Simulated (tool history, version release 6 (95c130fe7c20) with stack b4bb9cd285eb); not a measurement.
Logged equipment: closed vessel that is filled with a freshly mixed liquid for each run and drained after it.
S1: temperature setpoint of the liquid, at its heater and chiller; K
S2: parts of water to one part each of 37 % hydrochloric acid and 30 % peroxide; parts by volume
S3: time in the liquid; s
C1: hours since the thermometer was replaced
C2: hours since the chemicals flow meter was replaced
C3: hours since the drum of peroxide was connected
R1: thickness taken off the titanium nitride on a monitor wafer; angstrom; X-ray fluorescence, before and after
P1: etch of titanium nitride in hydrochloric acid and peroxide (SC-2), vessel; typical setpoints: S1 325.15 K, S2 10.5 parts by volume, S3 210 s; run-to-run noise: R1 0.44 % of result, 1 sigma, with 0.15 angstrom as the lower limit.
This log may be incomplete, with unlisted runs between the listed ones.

| run | hour | S1 | S2 | S3 | C1 | C2 | C3 | R1 |
|---|---|---|---|---|---|---|---|---|
| 1 | 4.6 | 325.15 | 10.5 | 210 | 376.3 | 901 | 360.4 | 104.46 |
| 2 | 10.8 | 325.15 | 18.5 | 210 | 382.5 | 907.2 | 366.6 | 63.18 |
| 3 | 17.3 | 325.15 | 4 | 210 | 389 | 913.7 | 373.1 | 216.1 |
| 4 | 24.3 | 337.15 | 10.5 | 35 | 396 | 920.7 | 380.1 | 37.121 |
| 5 | 31.9 | 325.15 | 10.5 | 385 | 403.6 | 928.3 | 387.7 | 189.98 |
| 6 | 38.6 | 325.15 | 6 | 350 | 410.3 | 935 | 394.4 | 269.4 |
| 7 | 44.8 | 309.65 | 10.5 | 75 | 416.5 | 941.2 | 400.6 | 12.856 |
|  | 49 | new drum of peroxide connected |
| 8 | 52.4 | 325.15 | 10.5 | 210 | 424.1 | 948.8 | 3.4 | 104.09 |
| 9 | 58.8 | 325.15 | 10.5 | 110 | 430.5 | 955.2 | 9.8 | 54.733 |
| 10 | 64.5 | 325.15 | 10.5 | 210 | 436.2 | 960.9 | 15.5 | 103.19 |
| 11 | 69 | 325.15 | 10.5 | 210 | 440.7 | 965.4 | 20 | 102.89 |
| 12 | 72.7 | 335.65 | 10.5 | 210 | 444.4 | 969.1 | 23.7 | 201.68 |
| 13 | 78.6 | 325.15 | 10.5 | 210 | 450.3 | 975 | 29.6 | 103.79 |
| 14 | 85.4 | 308.65 | 10.5 | 210 | 457.1 | 981.8 | 36.4 | 32.872 |
| 15 | 91.6 | 325.15 | 10.5 | 210 | 463.3 | 988 | 42.6 | 104.23 |
| 16 | 95.1 | 325.15 | 10.5 | 210 | 466.8 | 991.5 | 46.1 | 105.98 |
| 17 | 100.3 | 325.15 | 10.5 | 210 | 472 | 996.7 | 51.3 | 107.59 |
| 18 | 105.6 | 325.15 | 10.5 | 210 | 477.3 | 1002 | 56.6 | 108.62 |
| 19 | 109.2 | 325.15 | 10.5 | 210 | 480.9 | 1005.6 | 60.2 | 109.45 |
| 20 | 116 | 325.15 | 10.5 | 210 | 487.7 | 1012.4 | 67 | 110.32 |
| 21 | 123.9 | 325.15 | 10.5 | 210 | 495.6 | 1020.3 | 74.9 | 110.83 |
| 22 | 128.6 | 325.15 | 10.5 | 210 | 500.3 | 1025 | 79.6 | 110.13 |
| 23 | 135.3 | 325.15 | 10.5 | 210 | 507 | 1031.7 | 86.3 | 111.25 |
| 24 | 140.7 | 325.15 | 10.5 | 210 | 512.4 | 1037.1 | 91.7 | 111.86 |
| 25 | 146.6 | 325.15 | 10.5 | 210 | 518.3 | 1043 | 97.6 | 111.23 |
| 26 | 151.8 | 325.15 | 10.5 | 210 | 523.5 | 1048.2 | 102.8 | 111.42 |

What P1 gives has crept off from where it sat before. The 2 causes that follow fit the log equally well, each at the size noted:
A: liquid hotter than its thermometer reads (K) = 1.14
B: chemicals flow above the setpoint (%) = 9.36
The drift started at roughly hour 91.6.
Why every other cause is out:
peroxide weaker than its label (%): can reach only 8, and even then R1 would move by -7.4 %, too little or the wrong way

Consider the 4 check runs below, whose results appear as question marks and each of which averages 3 wafers. Which one distinguishes the causes, in that each cause would give it a clearly different result?
| check 1 | 157 | 318.15 | 10.5 | 210 |  |  |  | ? |
| check 2 | 157 | 325.15 | 16.5 | 135 |  |  |  | ? |
| check 3 | 157 | 312.15 | 4 | 210 |  |  |  | ? |
| check 4 | 157 | 317.65 | 18.5 | 210 |  |  |  | ? |

Outcome of each check run for each possible cause:
| check | result | if A | if B |
|---|---|---|---|
| check 1 | R1 | 69.913 | 69.669 |
| check 2 | R1 | 48.483 | 48.705 |
| check 3 | R1 | 95.927 | 93.795 |
| check 4 | R1 | 41.196 | 41.278 |
Gap, in per cent, between the two causes that each check separates least, read from the result that separates them most: check 1 0.35 %; check 2 0.46 %; check 3 2.25 %; check 4 0.2 %
Check 3 is the one run that separates the causes; every other check would come out nearly the same whichever cause is at work.

Check 3 was then run and gave: R1 93.852 angstrom. Which cause is it?

Of the candidate causes, it is B: chemicals flow above the setpoint (%).
